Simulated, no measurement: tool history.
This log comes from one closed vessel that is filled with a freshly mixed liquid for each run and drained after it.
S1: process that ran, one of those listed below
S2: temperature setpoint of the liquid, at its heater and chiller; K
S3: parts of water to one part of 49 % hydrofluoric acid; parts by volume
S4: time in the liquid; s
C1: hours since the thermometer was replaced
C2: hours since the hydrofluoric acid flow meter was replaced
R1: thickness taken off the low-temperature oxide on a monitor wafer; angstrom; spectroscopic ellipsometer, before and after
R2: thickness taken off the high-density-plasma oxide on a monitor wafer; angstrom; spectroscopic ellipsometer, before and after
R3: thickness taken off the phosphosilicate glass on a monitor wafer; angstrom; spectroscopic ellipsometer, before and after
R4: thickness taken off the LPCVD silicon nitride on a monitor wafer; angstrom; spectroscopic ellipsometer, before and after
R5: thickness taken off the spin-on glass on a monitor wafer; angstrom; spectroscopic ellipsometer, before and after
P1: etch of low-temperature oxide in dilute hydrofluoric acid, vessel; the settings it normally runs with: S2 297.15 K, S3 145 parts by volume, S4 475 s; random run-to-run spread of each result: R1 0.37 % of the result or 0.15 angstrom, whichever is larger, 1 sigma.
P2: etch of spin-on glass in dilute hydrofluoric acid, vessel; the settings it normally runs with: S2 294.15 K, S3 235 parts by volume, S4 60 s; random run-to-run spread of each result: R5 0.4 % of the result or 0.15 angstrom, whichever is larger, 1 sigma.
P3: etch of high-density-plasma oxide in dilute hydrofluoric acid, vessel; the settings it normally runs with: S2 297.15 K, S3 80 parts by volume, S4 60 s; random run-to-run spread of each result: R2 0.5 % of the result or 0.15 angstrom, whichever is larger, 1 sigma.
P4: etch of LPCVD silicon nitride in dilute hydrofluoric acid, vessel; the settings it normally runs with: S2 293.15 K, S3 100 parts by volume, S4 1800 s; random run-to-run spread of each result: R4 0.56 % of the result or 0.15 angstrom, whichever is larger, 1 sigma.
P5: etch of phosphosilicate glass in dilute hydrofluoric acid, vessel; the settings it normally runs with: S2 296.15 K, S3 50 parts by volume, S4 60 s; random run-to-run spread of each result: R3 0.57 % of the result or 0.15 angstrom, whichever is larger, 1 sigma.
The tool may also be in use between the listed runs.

run	day	S1	S2	S3	S4	C1	C2	R1	R2	R3	R4	R5
1	0.583	P1	297.15	145	475	241.2	1159.4	558.480				
2	1.258	P1	297.15	145	685	257.4	1175.6	809.670				
3	1.912	P3	297.15	80	105	273.1	1191.3		72.573			
4	2.600	P1	304.15	145	475	289.6	1207.8	727.030				
5	3.083	P3	297.15	80	60	301.2	1219.4		41.550			
6	3.675	P3	297.15	140	60	315.4	1233.6		21.946			
7	4.096	P1	301.65	145	710	325.5	1243.7	998.680				
8	4.762	P1	297.15	145	475	341.5	1259.7	561.770				
9	5.162	P5	296.15	85	60	351.1	1269.3			639.42		
10	5.629	P3	290.65	80	60	362.3	1280.5		31.875			
11	6.354	P1	297.15	145	475	379.7	1297.9	560.050				
12	6.883	P5	304.15	50	60	392.4	1310.6			1561.20		
13	7.475	P1	292.15	45	475	406.6	1324.8	1646.900				
14	7.946	P1	297.15	75	475	417.9	1336.1	1179.200				
15	8.288	P1	297.15	205	475	426.1	1344.3	369.870				
# day 8.388: hydrofluoric acid flow meter replaced
16	8.617	P4	293.15	185	1800	434.0	5.6				40.596	
17	8.962	P2	294.15	235	30	442.3	13.9					48.303
18	9.533	P1	297.15	85	885	456.0	27.6	1923.000				
19	10.162	P1	297.15	145	30	471.1	42.7	35.095				
20	10.542	P5	296.15	50	100	480.2	51.8			1902.20		
21	11.212	P5	296.15	50	60	496.3	67.9			1141.20		
22	11.738	P2	294.15	235	60	508.9	80.5					97.193
23	12.354	P4	290.15	100	1800	523.7	95.3				59.302	
24	13.046	P1	297.15	145	475	540.3	111.9	564.400				
25	13.758	P1	297.15	145	475	557.4	129.0	560.330				
26	14.296	P2	290.15	235	60	570.3	141.9					83.800
27	14.758	P1	297.15	145	475	581.4	153.0	560.540				
28	15.362	P4	293.15	100	3130	595.9	167.5				127.900	
29	15.933	P4	293.15	100	1800	609.6	181.2				72.738	
30	16.325	P2	294.15	45	60	619.0	190.6					622.410
31	16.821	P1	290.15	145	475	630.9	202.5	424.330				
32	17.442	P3	297.15	80	60	645.8	217.4		41.424			
33	17.996	P1	297.15	145	475	659.1	230.7	558.040				
34	18.392	P1	297.15	145	475	668.6	240.2	548.770				
35	18.829	P1	297.15	145	475	679.1	250.7	538.810				
36	19.329	P1	297.15	145	475	691.1	262.7	526.010				
37	19.725	P1	297.15	145	475	700.6	272.2	520.930				
38	20.358	P1	297.15	145	475	715.8	287.4	520.240				
39	20.925	P1	297.15	145	475	729.4	301.0	514.100				
40	21.525	P1	297.15	145	475	743.8	315.4	518.500				
41	22.271	P1	297.15	145	475	761.7	333.3	511.720				
42	22.908	P1	297.15	145	475	777.0	348.6	512.620				
43	23.438	P1	297.15	145	475	789.7	361.3	513.870				

Something has made what P1 gives creep away from where it was; the 2 causes below, each at its own stated size, fit the log equally well:
A: hydrofluoric acid flow below the setpoint (%) = 7.51
B: liquid colder than its thermometer reads (K) = 2.36
At approximately day 17.996, the process output began to creep.

Question marks stand in for the results of the 4 check runs listed below, each run on one wafer. Under which run would the listed causes show clearly different results?
check 1	23.967	P2	290.15	235	30							?
check 2	23.967	P4	293.15	180	1800						?	
check 3	23.967	P5	296.15	85	90					?		
check 4	23.967	P3	292.15	80	85				?			

Outcome of each check run for each possible cause:
check	result	if A	if B
check 1	R5	37.984	38.028
check 2	R4	38.147	35.154
check 3	R3	882.72	874.05
check 4	R2	44.140	43.497
Smallest distance between any two causes, each pair judged by its most separating result, in per cent: check 1 0.12 %; check 2 8.17 %; check 3 0.99 %; check 4 1.47 %
Check 2 tells the causes apart: in the others they would give nearly the same result.

With check 2 done, the readings were: R4 35.037 angstrom. Identify which of the listed causes applies.

Of the candidate causes, it is B: liquid colder than its thermometer reads (K).

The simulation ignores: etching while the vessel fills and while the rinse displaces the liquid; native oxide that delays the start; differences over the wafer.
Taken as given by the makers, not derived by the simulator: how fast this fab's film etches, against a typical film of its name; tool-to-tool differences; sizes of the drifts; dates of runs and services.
